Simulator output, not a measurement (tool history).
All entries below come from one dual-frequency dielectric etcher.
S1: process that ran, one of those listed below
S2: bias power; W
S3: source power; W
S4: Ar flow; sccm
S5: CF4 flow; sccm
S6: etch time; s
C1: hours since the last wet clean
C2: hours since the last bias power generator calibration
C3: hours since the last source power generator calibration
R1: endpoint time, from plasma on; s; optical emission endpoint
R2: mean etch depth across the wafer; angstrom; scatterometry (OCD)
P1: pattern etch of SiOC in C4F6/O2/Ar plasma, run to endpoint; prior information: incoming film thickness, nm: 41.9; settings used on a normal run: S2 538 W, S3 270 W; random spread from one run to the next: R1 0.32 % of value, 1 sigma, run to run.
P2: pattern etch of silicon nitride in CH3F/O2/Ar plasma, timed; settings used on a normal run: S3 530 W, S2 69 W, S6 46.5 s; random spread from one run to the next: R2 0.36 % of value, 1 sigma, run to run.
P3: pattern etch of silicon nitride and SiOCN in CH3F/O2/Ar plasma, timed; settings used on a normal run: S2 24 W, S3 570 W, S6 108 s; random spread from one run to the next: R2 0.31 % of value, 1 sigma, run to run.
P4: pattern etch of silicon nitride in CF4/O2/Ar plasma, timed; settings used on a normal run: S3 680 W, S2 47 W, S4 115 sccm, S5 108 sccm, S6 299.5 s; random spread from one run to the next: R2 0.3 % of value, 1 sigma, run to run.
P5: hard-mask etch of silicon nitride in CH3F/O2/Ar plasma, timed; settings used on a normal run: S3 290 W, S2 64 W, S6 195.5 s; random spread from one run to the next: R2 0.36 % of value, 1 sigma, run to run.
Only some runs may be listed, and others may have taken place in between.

run,day,S1,S2,S3,S4,S5,S6,C1,C2,C3,R1,R2
1,0.612,P1,538,270,,,,118.8,2010.3,1559.1,15.832,
2,0.996,P4,47,680,115,108,299.5,128,2019.5,1568.3,,7428.3
3,1.496,P4,47,950,115,108,299.5,140,2031.5,1580.3,,9988.5
4,2.033,P1,538,320,,,,152.9,2044.4,1593.2,15.003,
5,2.662,P4,47,680,115,150,299.5,168,2059.5,1608.3,,7732
6,3.104,P1,538,170,,,,178.6,2070.1,1618.9,18.668,
7,3.483,P3,24,570,,,159.5,187.7,2079.2,1628,,249.68
8,3.858,P1,538,270,,,,196.7,2088.2,1637,15.837,
9,4.262,P1,538,270,,,,206.4,2097.9,1646.7,15.774,
10,4.608,P2,93,530,,,46.5,214.7,2106.2,1655,,394.39
11,5.029,P1,538,270,,,,224.8,2116.3,1665.1,15.807,
12,5.542,P3,32,570,,,108,237.1,2128.6,1677.4,,191.95
13,6.158,P1,383,270,,,,251.9,2143.4,1692.2,18.019,
# day 6.179: wet clean of the chamber
14,6.758,P2,69,530,,,46.5,13.9,2157.8,1706.6,,359.83
15,7.138,P5,64,290,,,246,23,2166.9,1715.7,,1455
16,7.596,P1,538,270,,,,34,2177.9,1726.7,15.866,
17,8.208,P4,47,680,77,108,299.5,48.7,2192.6,1741.4,,7790.9
18,8.796,P1,640,270,,,,62.8,2206.7,1755.5,14.873,
19,9.112,P2,69,530,,,25.5,70.4,2214.3,1763.1,,196.55
20,9.621,P5,64,400,,,195.5,82.6,2226.5,1775.3,,1318.6
21,10.125,P1,538,270,,,,94.7,2238.6,1787.4,15.837,
22,10.633,P1,538,270,,,,106.9,2250.8,1799.6,15.864,
23,11.138,P5,78,290,,,195.5,119,2262.9,1811.7,,1241.6
24,11.6,P4,47,680,115,108,438,130.1,2274,1822.8,,10847
25,12.038,P3,24,570,,,108,140.6,2284.5,1833.3,,168.55
26,12.35,P3,24,370,,,108,148.1,2292,1840.8,,144.51
27,12.675,P1,417,380,,,,155.9,2299.8,1848.6,15.312,
28,13.012,P5,64,290,,,195.5,164,2307.9,1856.7,,1154.9
29,13.554,P4,47,680,115,108,299.5,177,2320.9,1869.7,,7404.6
30,14.017,P2,69,360,,,46.5,188.1,2332,1880.8,,310.78
31,14.342,P2,69,530,,,46.5,195.9,2339.8,1888.6,,357.87
32,14.858,P1,337,380,,,,208.3,2352.2,1901,16.629,
33,15.45,P1,724,360,,,,222.5,2366.4,1915.2,12.768,
34,15.779,P4,66,680,115,108,299.5,230.4,2374.3,1923.1,,8470.8
35,16.133,P1,538,270,,,,238.9,2382.8,1931.6,15.793,
36,16.438,P1,538,270,,,,246.2,2390.1,1938.9,15.865,
37,16.988,P1,538,270,,,,259.4,2403.3,1952.1,15.914,
38,17.433,P1,538,270,,,,270.1,2414,1962.8,16.029,
39,18.062,P1,538,270,,,,285.2,2429.1,1977.9,15.992,
40,18.504,P1,538,270,,,,295.8,2439.7,1988.5,15.972,
41,19,P1,538,270,,,,307.7,2451.6,2000.4,16.028,
# day 19.208: wet clean of the chamber
42,19.304,P1,538,270,,,,2.4,2458.9,2007.7,16.058,
43,19.579,P1,538,270,,,,9,2465.5,2014.3,16.132,
44,20.192,P1,538,270,,,,23.7,2480.2,2029,16.075,
45,20.608,P1,538,270,,,,33.7,2490.2,2039,16.014,
46,20.992,P1,538,270,,,,42.9,2499.4,2048.2,16.11,

Compared with where it was, what P1 gives has crept away. Each cause listed below fits the log as well as the rest, at the size given for it:
A: source power that arrives under what is set, % = 4.28
B: bias power that arrives under what is set, % = 4.08
The drift started at roughly day 16.133.
Each remaining cause and why it is not a fit:
chamber walls in a state that lowers the etch rate, %: was serviced at day 19.208, once the creep was under way, yet the earlier output never came back

Listed below are the offered check runs, one wafer per run, with question marks in place of results. For which of them would the causes give clearly different outcomes?
check 1,21.375,P4,47,910,78,108,299.5,,,,,?
check 2,21.375,P5,64,360,,,239,,,,,?
check 3,21.375,P2,90,530,,,46.5,,,,,?
check 4,21.375,P3,24,420,,,149,,,,,?

What every check run would give for each of its results, assuming each possible cause in turn:
check,result,if A,if B
check 1,R2,9691.1,9932.7
check 2,R2,1513.7,1517.8
check 3,R2,385.06,385.77
check 4,R2,205.86,205.11
Gap, in per cent, between the two causes that each check separates least, read from the result that separates them most: check 1 2.46 %; check 2 0.27 %; check 3 0.19 %; check 4 0.36 %
Only in check 1 would the causes give clearly different results; in the remaining checks their results would be nearly the same.

After running check 1, the following was obtained: R2 9688 angstrom. Which cause does this point to?

The correct cause is A, namely: source power that arrives under what is set, %.
